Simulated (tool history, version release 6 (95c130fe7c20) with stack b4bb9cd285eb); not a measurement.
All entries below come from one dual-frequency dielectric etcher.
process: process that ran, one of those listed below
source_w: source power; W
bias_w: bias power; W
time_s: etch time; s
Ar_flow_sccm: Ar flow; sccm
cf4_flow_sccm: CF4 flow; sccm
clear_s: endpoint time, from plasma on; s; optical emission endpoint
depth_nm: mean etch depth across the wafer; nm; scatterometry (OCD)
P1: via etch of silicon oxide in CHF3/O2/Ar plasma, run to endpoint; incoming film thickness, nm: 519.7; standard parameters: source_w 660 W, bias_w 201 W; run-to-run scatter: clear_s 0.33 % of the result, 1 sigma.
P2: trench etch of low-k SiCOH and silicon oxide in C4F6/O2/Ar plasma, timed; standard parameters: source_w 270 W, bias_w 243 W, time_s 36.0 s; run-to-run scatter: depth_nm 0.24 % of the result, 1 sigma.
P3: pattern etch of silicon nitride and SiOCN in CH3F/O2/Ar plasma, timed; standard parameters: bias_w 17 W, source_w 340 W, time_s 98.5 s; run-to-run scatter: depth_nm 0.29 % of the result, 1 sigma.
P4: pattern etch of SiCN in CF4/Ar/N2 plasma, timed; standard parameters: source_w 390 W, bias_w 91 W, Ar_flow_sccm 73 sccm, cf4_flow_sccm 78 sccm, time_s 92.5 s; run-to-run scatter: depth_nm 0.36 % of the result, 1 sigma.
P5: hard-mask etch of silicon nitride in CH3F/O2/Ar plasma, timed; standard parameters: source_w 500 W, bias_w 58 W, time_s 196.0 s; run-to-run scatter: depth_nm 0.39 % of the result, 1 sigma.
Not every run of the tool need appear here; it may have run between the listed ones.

| run | hour | process | source_w | bias_w | time_s | Ar_flow_sccm | cf4_flow_sccm | hours since the last wet clean | hours since the last source power generator calibration | hours since the last bias power generator calibration | clear_s | depth_nm |
|---|---|---|---|---|---|---|---|---|---|---|---|---|
| 1 | 6.5 | P1 | 660 | 201 |  |  |  | 347.4 | 1023.6 | 512.2 | 243.27 |  |
| 2 | 11.5 | P5 | 500 | 80 | 196.0 |  |  | 352.4 | 1028.6 | 517.2 |  | 157.8900 |
| 3 | 16.8 | P1 | 660 | 201 |  |  |  | 357.7 | 1033.9 | 522.5 | 244.66 |  |
| 4 | 21.8 | P1 | 660 | 249 |  |  |  | 362.7 | 1038.9 | 527.5 | 228.43 |  |
| 5 | 29.9 | P1 | 870 | 201 |  |  |  | 370.8 | 1047.0 | 535.6 | 221.50 |  |
| 6 | 34.8 | P5 | 500 | 58 | 113.0 |  |  | 375.7 | 1051.9 | 540.5 |  | 81.5040 |
| 7 | 42.6 | P4 | 390 | 91 | 92.5 | 73 | 105 | 383.5 | 1059.7 | 548.3 |  | 83.2840 |
| 8 | 46.7 | P3 | 450 | 17 | 98.5 |  |  | 387.6 | 1063.8 | 552.4 |  | 11.7780 |
| 9 | 54.4 | P4 | 390 | 57 | 92.5 | 73 | 78 | 395.3 | 1071.5 | 560.1 |  | 68.7900 |
| 10 | 60.8 | P1 | 410 | 201 |  |  |  | 401.7 | 1077.9 | 566.5 | 293.62 |  |
| 11 | 65.6 | P1 | 660 | 201 |  |  |  | 406.5 | 1082.7 | 571.3 | 245.25 |  |
| 12 | 70.1 | P4 | 390 | 91 | 92.5 | 100 | 78 | 411.0 | 1087.2 | 575.8 |  | 77.1080 |
| 13 | 78.8 | P1 | 660 | 201 |  |  |  | 419.7 | 1095.9 | 584.5 | 244.79 |  |
| 14 | 85.7 | P5 | 500 | 58 | 196.0 |  |  | 426.6 | 1102.8 | 591.4 |  | 142.9900 |
| 15 | 93.1 | P3 | 340 | 17 | 63.5 |  |  | 434.0 | 1110.2 | 598.8 |  | 6.8704 |
| 16 | 98.4 | P4 | 390 | 91 | 129.5 | 73 | 78 | 439.3 | 1115.5 | 604.1 |  | 112.8000 |
|  | 104.3 | bias power generator calibrated |
| 17 | 104.7 | P1 | 870 | 254 |  |  |  | 445.6 | 1121.8 | 0.5 | 204.07 |  |
| 18 | 109.6 | P2 | 270 | 298 | 36.0 |  |  | 450.5 | 1126.7 | 5.4 |  | 115.4200 |
| 19 | 114.9 | P5 | 670 | 58 | 196.0 |  |  | 455.8 | 1132.0 | 10.7 |  | 158.8600 |
| 20 | 122.5 | P4 | 390 | 91 | 92.5 | 73 | 78 | 463.4 | 1139.6 | 18.3 |  | 79.9260 |
| 21 | 126.6 | P1 | 660 | 201 |  |  |  | 467.5 | 1143.7 | 22.4 | 244.70 |  |
| 22 | 132.9 | P3 | 340 | 17 | 98.5 |  |  | 473.8 | 1150.0 | 28.7 |  | 10.6810 |
| 23 | 138.3 | P2 | 390 | 243 | 36.0 |  |  | 479.2 | 1155.4 | 34.1 |  | 124.3300 |
| 24 | 145.9 | P3 | 340 | 11 | 98.5 |  |  | 486.8 | 1163.0 | 41.7 |  | 8.9705 |
| 25 | 154.6 | P4 | 310 | 91 | 92.5 | 73 | 78 | 495.5 | 1171.7 | 50.4 |  | 65.9390 |
| 26 | 160.7 | P1 | 500 | 137 |  |  |  | 501.6 | 1177.8 | 56.5 | 309.33 |  |
| 27 | 167.8 | P1 | 430 | 159 |  |  |  | 508.7 | 1184.9 | 63.6 | 312.07 |  |
| 28 | 174.3 | P2 | 270 | 243 | 36.0 |  |  | 515.2 | 1191.4 | 70.1 |  | 107.9300 |
| 29 | 180.3 | P2 | 270 | 243 | 54.0 |  |  | 521.2 | 1197.4 | 76.1 |  | 161.7900 |
| 30 | 185.9 | P5 | 500 | 58 | 196.0 |  |  | 526.8 | 1203.0 | 81.7 |  | 141.3300 |
| 31 | 191.5 | P1 | 660 | 156 |  |  |  | 532.4 | 1208.6 | 87.3 | 265.82 |  |
| 32 | 196.0 | P1 | 660 | 201 |  |  |  | 536.9 | 1213.1 | 91.8 | 244.66 |  |
| 33 | 202.5 | P1 | 660 | 201 |  |  |  | 543.4 | 1219.6 | 98.3 | 242.55 |  |
| 34 | 209.7 | P1 | 660 | 201 |  |  |  | 550.6 | 1226.8 | 105.5 | 241.18 |  |
| 35 | 214.2 | P1 | 660 | 201 |  |  |  | 555.1 | 1231.3 | 110.0 | 242.80 |  |
| 36 | 221.1 | P1 | 660 | 201 |  |  |  | 562.0 | 1238.2 | 116.9 | 240.17 |  |
|  | 221.6 | wet clean of the chamber |
| 37 | 225.6 | P1 | 660 | 201 |  |  |  | 4.1 | 1242.7 | 121.4 | 239.62 |  |
| 38 | 231.4 | P1 | 660 | 201 |  |  |  | 9.9 | 1248.5 | 127.2 | 240.72 |  |

What P1 gives has crept away from where it was. These 2 causes fit the log equally well, each at the size given:
A: source power that arrives over what is set, % = 4.47
B: bias power that arrives over what is set, % = 4.98
The onset of the drift is placed at about hour 196.0.
Every other cause this tool's parts could produce, and why it does not fit the log:
chamber walls in a state that raises the etch rate, %: work on it at hour 221.6, done after the drift set in, did not restore what the process gave before

Each of the check runs listed below is run on 2 wafers and reports their average, with the results left as question marks. Pick the one under which the possible causes would lead to clearly different results.
| check 1 | 237.2 | P4 | 390 | 71 | 92.5 | 100 | 78 |  |  |  |  | ? |
| check 2 | 237.2 | P3 | 340 | 12 | 98.5 |  |  |  |  |  |  | ? |
| check 3 | 237.2 | P2 | 330 | 243 | 36.0 |  |  |  |  |  |  | ? |
| check 4 | 237.2 | P5 | 500 | 79 | 196.0 |  |  |  |  |  |  | ? |

Outcome of each check run for each possible cause:
| check | result | if A | if B |
|---|---|---|---|
| check 1 | depth_nm | 73.6510 | 72.0720 |
| check 2 | depth_nm | 9.4013 | 9.4278 |
| check 3 | depth_nm | 118.4300 | 118.4200 |
| check 4 | depth_nm | 160.0700 | 160.1100 |
Per-check spread between the two closest causes, in the result where they differ most: check 1 2.17 %; check 2 0.28 %; check 3 0.01 %; check 4 0.02 %
Check 1 is the one run that separates the causes; every other check would come out nearly the same whichever cause is at work.

Check 1 was then run and gave: depth_nm 71.6860 nm. Which cause is it?

B is the cause: bias power that arrives over what is set, %.
